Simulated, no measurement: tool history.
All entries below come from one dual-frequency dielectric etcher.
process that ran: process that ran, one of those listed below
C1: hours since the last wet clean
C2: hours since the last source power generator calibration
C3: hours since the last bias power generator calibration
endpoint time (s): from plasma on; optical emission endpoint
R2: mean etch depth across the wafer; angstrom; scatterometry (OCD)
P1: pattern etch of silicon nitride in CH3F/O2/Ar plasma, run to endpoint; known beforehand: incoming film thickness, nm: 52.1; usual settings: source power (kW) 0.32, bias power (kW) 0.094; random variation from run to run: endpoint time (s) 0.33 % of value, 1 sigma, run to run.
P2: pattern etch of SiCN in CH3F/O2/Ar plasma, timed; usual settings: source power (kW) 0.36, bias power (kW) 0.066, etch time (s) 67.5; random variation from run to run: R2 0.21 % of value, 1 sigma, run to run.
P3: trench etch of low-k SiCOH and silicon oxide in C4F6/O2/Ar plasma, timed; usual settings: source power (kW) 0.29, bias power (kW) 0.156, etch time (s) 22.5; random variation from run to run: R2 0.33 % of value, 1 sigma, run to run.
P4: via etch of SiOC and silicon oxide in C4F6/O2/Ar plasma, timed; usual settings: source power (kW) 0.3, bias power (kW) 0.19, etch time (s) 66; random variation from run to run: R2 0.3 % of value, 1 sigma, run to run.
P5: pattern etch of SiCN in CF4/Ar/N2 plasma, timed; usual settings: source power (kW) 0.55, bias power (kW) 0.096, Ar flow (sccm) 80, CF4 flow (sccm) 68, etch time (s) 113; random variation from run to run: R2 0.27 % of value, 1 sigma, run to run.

run 1 hour=6.1 | process_that_ran=P1 source_power_(kW)=0.32 bias_power_(kW)=0.094 | C1=333.9 C2=905.8 C3=1276.7 | endpoint_time_(s)=73.82
run 2 hour=9.8 | process_that_ran=P1 source_power_(kW)=0.32 bias_power_(kW)=0.128 | C1=337.6 C2=909.5 C3=1280.4 | endpoint_time_(s)=66.056
run 3 hour=13.5 | process_that_ran=P5 source_power_(kW)=0.55 bias_power_(kW)=0.096 Ar_flow_(sccm)=80 CF4_flow_(sccm)=91 etch_time_(s)=113 | C1=341.3 C2=913.2 C3=1284.1 | R2=1382.2
run 4 hour=21.5 | process_that_ran=P2 source_power_(kW)=0.36 bias_power_(kW)=0.066 etch_time_(s)=67.5 | C1=349.3 C2=921.2 C3=1292.1 | R2=238.29
run 5 hour=26.7 | process_that_ran=P4 source_power_(kW)=0.3 bias_power_(kW)=0.19 etch_time_(s)=66 | C1=354.5 C2=926.4 C3=1297.3 | R2=682.9
run 6 hour=31.2 | process_that_ran=P2 source_power_(kW)=0.46 bias_power_(kW)=0.066 etch_time_(s)=67.5 | C1=359 C2=930.9 C3=1301.8 | R2=261.26
run 7 hour=36.7 | process_that_ran=P1 source_power_(kW)=0.32 bias_power_(kW)=0.094 | C1=364.5 C2=936.4 C3=1307.3 | endpoint_time_(s)=74.12
run 8 hour=43.9 | process_that_ran=P1 source_power_(kW)=0.32 bias_power_(kW)=0.094 | C1=371.7 C2=943.6 C3=1314.5 | endpoint_time_(s)=74.106
run 9 hour=49.6 | process_that_ran=P5 source_power_(kW)=0.55 bias_power_(kW)=0.096 Ar_flow_(sccm)=80 CF4_flow_(sccm)=68 etch_time_(s)=146.5 | C1=377.4 C2=949.3 C3=1320.2 | R2=1715.6
run 10 hour=54.7 | process_that_ran=P1 source_power_(kW)=0.23 bias_power_(kW)=0.094 | C1=382.5 C2=954.4 C3=1325.3 | endpoint_time_(s)=84.068
run 11 hour=61.4 | process_that_ran=P2 source_power_(kW)=0.36 bias_power_(kW)=0.066 etch_time_(s)=90 | C1=389.2 C2=961.1 C3=1332 | R2=318.67
run 12 hour=66.8 | process_that_ran=P4 source_power_(kW)=0.3 bias_power_(kW)=0.19 etch_time_(s)=66 | C1=394.6 C2=966.5 C3=1337.4 | R2=684.16
run 13 hour=70.9 | process_that_ran=P2 source_power_(kW)=0.36 bias_power_(kW)=0.088 etch_time_(s)=67.5 | C1=398.7 C2=970.6 C3=1341.5 | R2=264.25
run 14 hour=74.6 | process_that_ran=P5 source_power_(kW)=0.55 bias_power_(kW)=0.096 Ar_flow_(sccm)=80 CF4_flow_(sccm)=68 etch_time_(s)=113 | C1=402.4 C2=974.3 C3=1345.2 | R2=1323.4
run 15 hour=78.2 | process_that_ran=P4 source_power_(kW)=0.3 bias_power_(kW)=0.19 etch_time_(s)=99 | C1=406 C2=977.9 C3=1348.8 | R2=1027.9
run 16 hour=83 | process_that_ran=P4 source_power_(kW)=0.36 bias_power_(kW)=0.19 etch_time_(s)=66 | C1=410.8 C2=982.7 C3=1353.6 | R2=732.97
run 17 hour=89.3 | process_that_ran=P3 source_power_(kW)=0.21 bias_power_(kW)=0.156 etch_time_(s)=22.5 | C1=417.1 C2=989 C3=1359.9 | R2=503.76
run 18 hour=94.7 | process_that_ran=P5 source_power_(kW)=0.55 bias_power_(kW)=0.059 Ar_flow_(sccm)=80 CF4_flow_(sccm)=68 etch_time_(s)=113 | C1=422.5 C2=994.4 C3=1365.3 | R2=1127.6
run 19 hour=102 | process_that_ran=P5 source_power_(kW)=0.55 bias_power_(kW)=0.096 Ar_flow_(sccm)=80 CF4_flow_(sccm)=68 etch_time_(s)=113 | C1=429.8 C2=1001.7 C3=1372.6 | R2=1325.2
run 20 hour=108.9 | process_that_ran=P5 source_power_(kW)=0.36 bias_power_(kW)=0.096 Ar_flow_(sccm)=80 CF4_flow_(sccm)=68 etch_time_(s)=113 | C1=436.7 C2=1008.6 C3=1379.5 | R2=916.76
-- hour=111.3 source power generator calibrated
-- hour=112.4 bias power generator calibrated
run 21 hour=113.9 | process_that_ran=P3 source_power_(kW)=0.29 bias_power_(kW)=0.156 etch_time_(s)=22.5 | C1=441.7 C2=2.7 C3=1.5 | R2=571.12
run 22 hour=119.2 | process_that_ran=P1 source_power_(kW)=0.32 bias_power_(kW)=0.054 | C1=447 C2=8 C3=6.8 | endpoint_time_(s)=89.838
run 23 hour=125.2 | process_that_ran=P3 source_power_(kW)=0.29 bias_power_(kW)=0.156 etch_time_(s)=22.5 | C1=453 C2=14 C3=12.8 | R2=567.84
run 24 hour=131.7 | process_that_ran=P1 source_power_(kW)=0.45 bias_power_(kW)=0.094 | C1=459.5 C2=20.5 C3=19.3 | endpoint_time_(s)=65.121
run 25 hour=135.3 | process_that_ran=P3 source_power_(kW)=0.29 bias_power_(kW)=0.156 etch_time_(s)=30.5 | C1=463.1 C2=24.1 C3=22.9 | R2=775.67
run 26 hour=140.7 | process_that_ran=P1 source_power_(kW)=0.32 bias_power_(kW)=0.094 | C1=468.5 C2=29.5 C3=28.3 | endpoint_time_(s)=74.168
run 27 hour=146.3 | process_that_ran=P1 source_power_(kW)=0.45 bias_power_(kW)=0.058 | C1=474.1 C2=35.1 C3=33.9 | endpoint_time_(s)=76.57
run 28 hour=150.7 | process_that_ran=P4 source_power_(kW)=0.3 bias_power_(kW)=0.257 etch_time_(s)=66 | C1=478.5 C2=39.5 C3=38.3 | R2=759.89
run 29 hour=154.7 | process_that_ran=P3 source_power_(kW)=0.29 bias_power_(kW)=0.099 etch_time_(s)=22.5 | C1=482.5 C2=43.5 C3=42.3 | R2=497.26
run 30 hour=159.9 | process_that_ran=P5 source_power_(kW)=0.55 bias_power_(kW)=0.096 Ar_flow_(sccm)=96 CF4_flow_(sccm)=68 etch_time_(s)=113 | C1=487.7 C2=48.7 C3=47.5 | R2=1295.1
run 31 hour=164.9 | process_that_ran=P2 source_power_(kW)=0.36 bias_power_(kW)=0.066 etch_time_(s)=67.5 | C1=492.7 C2=53.7 C3=52.5 | R2=238.16
run 32 hour=170 | process_that_ran=P1 source_power_(kW)=0.32 bias_power_(kW)=0.094 | C1=497.8 C2=58.8 C3=57.6 | endpoint_time_(s)=74.201
run 33 hour=178.1 | process_that_ran=P1 source_power_(kW)=0.32 bias_power_(kW)=0.094 | C1=505.9 C2=66.9 C3=65.7 | endpoint_time_(s)=74.092
run 34 hour=185.3 | process_that_ran=P1 source_power_(kW)=0.32 bias_power_(kW)=0.094 | C1=513.1 C2=74.1 C3=72.9 | endpoint_time_(s)=73.707
run 35 hour=189.7 | process_that_ran=P1 source_power_(kW)=0.32 bias_power_(kW)=0.094 | C1=517.5 C2=78.5 C3=77.3 | endpoint_time_(s)=73.049
run 36 hour=195.6 | process_that_ran=P1 source_power_(kW)=0.32 bias_power_(kW)=0.094 | C1=523.4 C2=84.4 C3=83.2 | endpoint_time_(s)=72.839
run 37 hour=201.1 | process_that_ran=P1 source_power_(kW)=0.32 bias_power_(kW)=0.094 | C1=528.9 C2=89.9 C3=88.7 | endpoint_time_(s)=72.935
run 38 hour=206.1 | process_that_ran=P1 source_power_(kW)=0.32 bias_power_(kW)=0.094 | C1=533.9 C2=94.9 C3=93.7 | endpoint_time_(s)=73.1
-- hour=212.4 wet clean of the chamber
run 39 hour=212.8 | process_that_ran=P1 source_power_(kW)=0.32 bias_power_(kW)=0.094 | C1=0.5 C2=101.6 C3=100.4 | endpoint_time_(s)=73.376
run 40 hour=220.5 | process_that_ran=P1 source_power_(kW)=0.32 bias_power_(kW)=0.094 | C1=8.2 C2=109.3 C3=108.1 | endpoint_time_(s)=72.858
run 41 hour=224 | process_that_ran=P1 source_power_(kW)=0.32 bias_power_(kW)=0.094 | C1=11.7 C2=112.8 C3=111.6 | endpoint_time_(s)=72.751

The log shows P1 creeping away from where it was. Any of the 2 causes listed here, at the size stated for it, fits the log just as well as the others:
A: bias power that arrives over what is set, % = 4.62
B: source power that arrives over what is set, % = 4.59
The drift started at roughly hour 178.1.
Other possible causes, and why each is ruled out:
chamber walls in a state that raises the etch rate, %: serviced at hour 212.4, after the drift had started, without restoring the earlier output

Each of the 4 check runs below uses one wafer; its results are left as question marks. Which run tells the causes apart?
run check 1 hour=227.5 | process_that_ran=P2 source_power_(kW)=0.36 bias_power_(kW)=0.066 etch_time_(s)=67.5 | R2=?
run check 2 hour=227.5 | process_that_ran=P4 source_power_(kW)=0.3 bias_power_(kW)=0.19 etch_time_(s)=66 | R2=?
run check 3 hour=227.5 | process_that_ran=P5 source_power_(kW)=0.55 bias_power_(kW)=0.096 Ar_flow_(sccm)=80 CF4_flow_(sccm)=68 etch_time_(s)=113 | R2=?
run check 4 hour=227.5 | process_that_ran=P3 source_power_(kW)=0.29 bias_power_(kW)=0.156 etch_time_(s)=22.5 | R2=?

What each check would give under each cause:
check=check_1 result=R2 if_A=242.03 if_B=242.29
check=check_2 result=R2 if_A=693.17 if_B=694.67
check=check_3 result=R2 if_A=1348.4 if_B=1380.3
check=check_4 result=R2 if_A=578.98 if_B=580.88
Per check, the gap between the least separated pair of causes, taken in the result that splits them most: check 1 0.11 %; check 2 0.22 %; check 3 2.34 %; check 4 0.33 %
Check 3 distinguishes between the causes, while the remaining checks would return nearly the same result for all of them.

Running check 3 produced the following: R2 1376.1 angstrom. Which one of the listed causes fits?

Of the candidate causes, it is B: source power that arrives over what is set, %.
